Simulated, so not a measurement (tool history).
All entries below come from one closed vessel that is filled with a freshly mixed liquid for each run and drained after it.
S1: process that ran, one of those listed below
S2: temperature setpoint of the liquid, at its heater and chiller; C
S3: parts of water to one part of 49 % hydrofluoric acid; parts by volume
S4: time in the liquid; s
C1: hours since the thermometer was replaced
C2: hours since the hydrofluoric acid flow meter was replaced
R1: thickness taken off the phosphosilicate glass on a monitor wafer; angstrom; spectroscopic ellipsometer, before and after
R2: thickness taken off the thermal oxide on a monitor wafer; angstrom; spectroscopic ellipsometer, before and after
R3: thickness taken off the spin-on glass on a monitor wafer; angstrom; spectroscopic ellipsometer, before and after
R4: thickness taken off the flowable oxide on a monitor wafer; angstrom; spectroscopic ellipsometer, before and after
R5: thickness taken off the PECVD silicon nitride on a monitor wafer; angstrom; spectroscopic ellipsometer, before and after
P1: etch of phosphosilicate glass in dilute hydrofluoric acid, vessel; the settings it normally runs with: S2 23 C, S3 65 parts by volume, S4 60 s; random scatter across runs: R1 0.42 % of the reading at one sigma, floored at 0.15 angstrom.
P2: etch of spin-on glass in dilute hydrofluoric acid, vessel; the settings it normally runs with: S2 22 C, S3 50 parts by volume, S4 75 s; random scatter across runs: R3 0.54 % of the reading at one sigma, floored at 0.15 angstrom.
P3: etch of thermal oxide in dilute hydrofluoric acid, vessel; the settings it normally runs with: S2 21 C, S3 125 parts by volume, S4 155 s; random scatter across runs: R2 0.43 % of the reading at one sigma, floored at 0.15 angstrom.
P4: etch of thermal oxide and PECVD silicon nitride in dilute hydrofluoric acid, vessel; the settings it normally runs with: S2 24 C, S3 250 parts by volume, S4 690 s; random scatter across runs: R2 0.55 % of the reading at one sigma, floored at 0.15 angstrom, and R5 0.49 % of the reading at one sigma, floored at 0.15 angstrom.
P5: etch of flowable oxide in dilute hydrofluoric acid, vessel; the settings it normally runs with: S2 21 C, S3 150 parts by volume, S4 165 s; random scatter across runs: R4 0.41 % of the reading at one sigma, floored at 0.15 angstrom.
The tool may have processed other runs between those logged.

| run | hour | S1 | S2 | S3 | S4 | C1 | C2 | R1 | R2 | R3 | R4 | R5 |
|---|---|---|---|---|---|---|---|---|---|---|---|---|
| 1 | 9.6 | P1 | 23 | 65 | 60 | 194 | 188.1 | 1426.6 |  |  |  |  |
| 2 | 25.3 | P1 | 19 | 65 | 60 | 209.7 | 203.8 | 1201.7 |  |  |  |  |
| 3 | 39.1 | P1 | 23 | 25 | 60 | 223.5 | 217.6 | 3876.5 |  |  |  |  |
| 4 | 50.1 | P3 | 21 | 195 | 155 | 234.5 | 228.6 |  | 31.836 |  |  |  |
| 5 | 62.5 | P1 | 23 | 65 | 30 | 246.9 | 241 | 714.08 |  |  |  |  |
| 6 | 74.9 | P2 | 28.5 | 50 | 75 | 259.3 | 253.4 |  |  | 440.94 |  |  |
| 7 | 88.8 | P5 | 21 | 65 | 165 | 273.2 | 267.3 |  |  |  | 611.05 |  |
| 8 | 99.3 | P1 | 23 | 65 | 60 | 283.7 | 277.8 | 1413.8 |  |  |  |  |
| 9 | 108.9 | P2 | 22 | 50 | 75 | 293.3 | 287.4 |  |  | 339.59 |  |  |
| 10 | 117.5 | P2 | 22 | 70 | 75 | 301.9 | 296 |  |  | 235.22 |  |  |
| 11 | 127.1 | P1 | 23 | 65 | 60 | 311.5 | 305.6 | 1420.3 |  |  |  |  |
| 12 | 136 | P1 | 28 | 65 | 60 | 320.4 | 314.5 | 1738.5 |  |  |  |  |
| 13 | 152.7 | P5 | 21 | 150 | 85 | 337.1 | 331.2 |  |  |  | 122.09 |  |
| 14 | 162.6 | P5 | 21 | 150 | 165 | 347 | 341.1 |  |  |  | 238.12 |  |
| 15 | 177.5 | P1 | 23 | 65 | 100 | 361.9 | 356 | 2373.4 |  |  |  |  |
| 16 | 186.9 | P1 | 19.5 | 65 | 90 | 371.3 | 365.4 | 1827.5 |  |  |  |  |
| 17 | 202.7 | P1 | 23 | 65 | 60 | 387.1 | 381.2 | 1429 |  |  |  |  |
| 18 | 215.8 | P5 | 17 | 150 | 165 | 400.2 | 394.3 |  |  |  | 203.12 |  |
| 19 | 230.9 | P3 | 21 | 125 | 155 | 415.3 | 409.4 |  | 54.225 |  |  |  |
| 20 | 244 | P3 | 17 | 125 | 155 | 428.4 | 422.5 |  | 46.023 |  |  |  |
| 21 | 254.8 | P2 | 22 | 50 | 115 | 439.2 | 433.3 |  |  | 515.36 |  |  |
| 22 | 269.7 | P4 | 29.5 | 250 | 690 | 454.1 | 448.2 |  | 138.47 |  |  | 221.51 |
| 23 | 281.3 | P4 | 24 | 400 | 690 | 465.7 | 459.8 |  | 62.285 |  |  | 98.848 |
| 24 | 297.7 | P3 | 21 | 125 | 60 | 482.1 | 476.2 |  | 20.91 |  |  |  |
| 25 | 309.3 | P4 | 24 | 250 | 690 | 493.7 | 487.8 |  | 114.27 |  |  | 159.32 |
| 26 | 323.7 | P1 | 23 | 65 | 60 | 508.1 | 502.2 | 1428.9 |  |  |  |  |
| 27 | 333.2 | P1 | 23 | 100 | 60 | 517.6 | 511.7 | 883.86 |  |  |  |  |
| 28 | 345 | P2 | 22 | 50 | 75 | 529.4 | 523.5 |  |  | 338.02 |  |  |
| 29 | 352.6 | P1 | 23 | 65 | 60 | 537 | 531.1 | 1420.7 |  |  |  |  |
| 30 | 365.5 | P4 | 24 | 250 | 1180 | 549.9 | 544 |  | 196.32 |  |  | 269.19 |
| 31 | 380.7 | P1 | 23 | 65 | 60 | 565.1 | 559.2 | 1423.3 |  |  |  |  |
| 32 | 391.5 | P1 | 23 | 65 | 60 | 575.9 | 570 | 1457.9 |  |  |  |  |
| 33 | 404.2 | P1 | 23 | 65 | 60 | 588.6 | 582.7 | 1473.5 |  |  |  |  |
| 34 | 418.3 | P1 | 23 | 65 | 60 | 602.7 | 596.8 | 1498 |  |  |  |  |
| 35 | 428.4 | P1 | 23 | 65 | 60 | 612.8 | 606.9 | 1495.5 |  |  |  |  |
| 36 | 436.1 | P1 | 23 | 65 | 60 | 620.5 | 614.6 | 1500.1 |  |  |  |  |
| 37 | 446.9 | P1 | 23 | 65 | 60 | 631.3 | 625.4 | 1505.7 |  |  |  |  |
| 38 | 455.4 | P1 | 23 | 65 | 60 | 639.8 | 633.9 | 1515.8 |  |  |  |  |
| 39 | 468.9 | P1 | 23 | 65 | 60 | 653.3 | 647.4 | 1530 |  |  |  |  |
| 40 | 481.7 | P1 | 23 | 65 | 60 | 666.1 | 660.2 | 1520.7 |  |  |  |  |

For run 41, what comes out?
| 41 | 492.4 | P1 | 23 | 65 | 60 | 676.8 | 670.9 | ? |  |  |  |  |

Run 41 produced R1 1517.2 angstrom.
